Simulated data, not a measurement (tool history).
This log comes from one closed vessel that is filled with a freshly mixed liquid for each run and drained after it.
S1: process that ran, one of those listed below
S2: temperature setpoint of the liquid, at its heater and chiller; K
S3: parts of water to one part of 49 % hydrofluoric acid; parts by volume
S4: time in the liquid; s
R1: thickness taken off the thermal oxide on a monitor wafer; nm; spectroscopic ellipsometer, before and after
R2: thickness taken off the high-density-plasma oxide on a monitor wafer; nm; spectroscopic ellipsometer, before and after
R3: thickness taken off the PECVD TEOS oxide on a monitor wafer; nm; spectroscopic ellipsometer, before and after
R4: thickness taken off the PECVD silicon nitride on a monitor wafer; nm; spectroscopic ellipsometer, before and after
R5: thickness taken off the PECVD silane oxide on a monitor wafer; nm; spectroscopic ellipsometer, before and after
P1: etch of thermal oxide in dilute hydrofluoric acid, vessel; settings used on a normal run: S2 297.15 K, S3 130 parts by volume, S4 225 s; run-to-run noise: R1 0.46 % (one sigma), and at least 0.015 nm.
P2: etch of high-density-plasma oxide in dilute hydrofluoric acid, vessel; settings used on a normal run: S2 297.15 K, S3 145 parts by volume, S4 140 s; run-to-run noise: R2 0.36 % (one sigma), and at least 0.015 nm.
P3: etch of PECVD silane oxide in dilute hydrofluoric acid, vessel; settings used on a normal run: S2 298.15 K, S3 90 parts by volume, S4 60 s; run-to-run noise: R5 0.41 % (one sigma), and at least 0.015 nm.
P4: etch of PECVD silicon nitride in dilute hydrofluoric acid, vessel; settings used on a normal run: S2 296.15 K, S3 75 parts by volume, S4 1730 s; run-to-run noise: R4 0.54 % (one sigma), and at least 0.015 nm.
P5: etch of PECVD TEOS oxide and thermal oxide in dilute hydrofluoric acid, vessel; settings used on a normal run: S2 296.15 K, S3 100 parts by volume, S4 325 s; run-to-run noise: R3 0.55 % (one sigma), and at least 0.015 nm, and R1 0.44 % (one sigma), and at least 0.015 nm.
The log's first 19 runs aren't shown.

{"run": 20, "hour": 226.6, "S1": "P2", "S2": 297.15, "S3": 145, "S4": 50, "R2": 2.7651}
{"run": 21, "hour": 241.3, "S1": "P4", "S2": 296.15, "S3": 75, "S4": 1730, "R4": 50.754}
{"run": 22, "hour": 251.6, "S1": "P3", "S2": 306.15, "S3": 90, "S4": 60, "R5": 29.839}
{"hour": 261.4, "done": "hydrofluoric acid flow meter replaced"}
{"run": 23, "hour": 263.3, "S1": "P5", "S2": 296.15, "S3": 100, "S4": 325, "R1": 15.316, "R3": 51.213}
{"run": 24, "hour": 271.0, "S1": "P1", "S2": 297.15, "S3": 35, "S4": 225, "R1": 34.514}
{"run": 25, "hour": 285.3, "S1": "P4", "S2": 296.15, "S3": 75, "S4": 1730, "R4": 50.794}
{"run": 26, "hour": 299.4, "S1": "P1", "S2": 297.15, "S3": 215, "S4": 50, "R1": 0.99909}
{"run": 27, "hour": 307.7, "S1": "P1", "S2": 297.15, "S3": 130, "S4": 225, "R1": 8.2369}
{"run": 28, "hour": 316.2, "S1": "P4", "S2": 296.15, "S3": 45, "S4": 1730, "R4": 83.322}
{"run": 29, "hour": 328.0, "S1": "P1", "S2": 297.15, "S3": 130, "S4": 225, "R1": 8.1803}
{"run": 30, "hour": 336.2, "S1": "P1", "S2": 297.15, "S3": 130, "S4": 225, "R1": 8.234}
{"run": 31, "hour": 347.2, "S1": "P5", "S2": 296.15, "S3": 100, "S4": 100, "R1": 4.7044, "R3": 15.698}
{"run": 32, "hour": 354.5, "S1": "P1", "S2": 297.15, "S3": 130, "S4": 225, "R1": 8.2558}
{"run": 33, "hour": 363.7, "S1": "P1", "S2": 297.15, "S3": 130, "S4": 225, "R1": 8.2917}
{"run": 34, "hour": 378.1, "S1": "P1", "S2": 297.15, "S3": 130, "S4": 225, "R1": 8.4503}
{"run": 35, "hour": 390.8, "S1": "P1", "S2": 297.15, "S3": 130, "S4": 225, "R1": 8.7242}
{"run": 36, "hour": 401.3, "S1": "P1", "S2": 297.15, "S3": 130, "S4": 225, "R1": 8.7164}
{"run": 37, "hour": 416.1, "S1": "P1", "S2": 297.15, "S3": 130, "S4": 225, "R1": 8.8495}
{"run": 38, "hour": 427.3, "S1": "P1", "S2": 297.15, "S3": 130, "S4": 225, "R1": 8.8385}

Predict the results of run 39:
{"run": 39, "hour": 435.2, "S1": "P1", "S2": 297.15, "S3": 130, "S4": 225, "R1": "?"}

Run 39 gave R1 8.82800 nm.
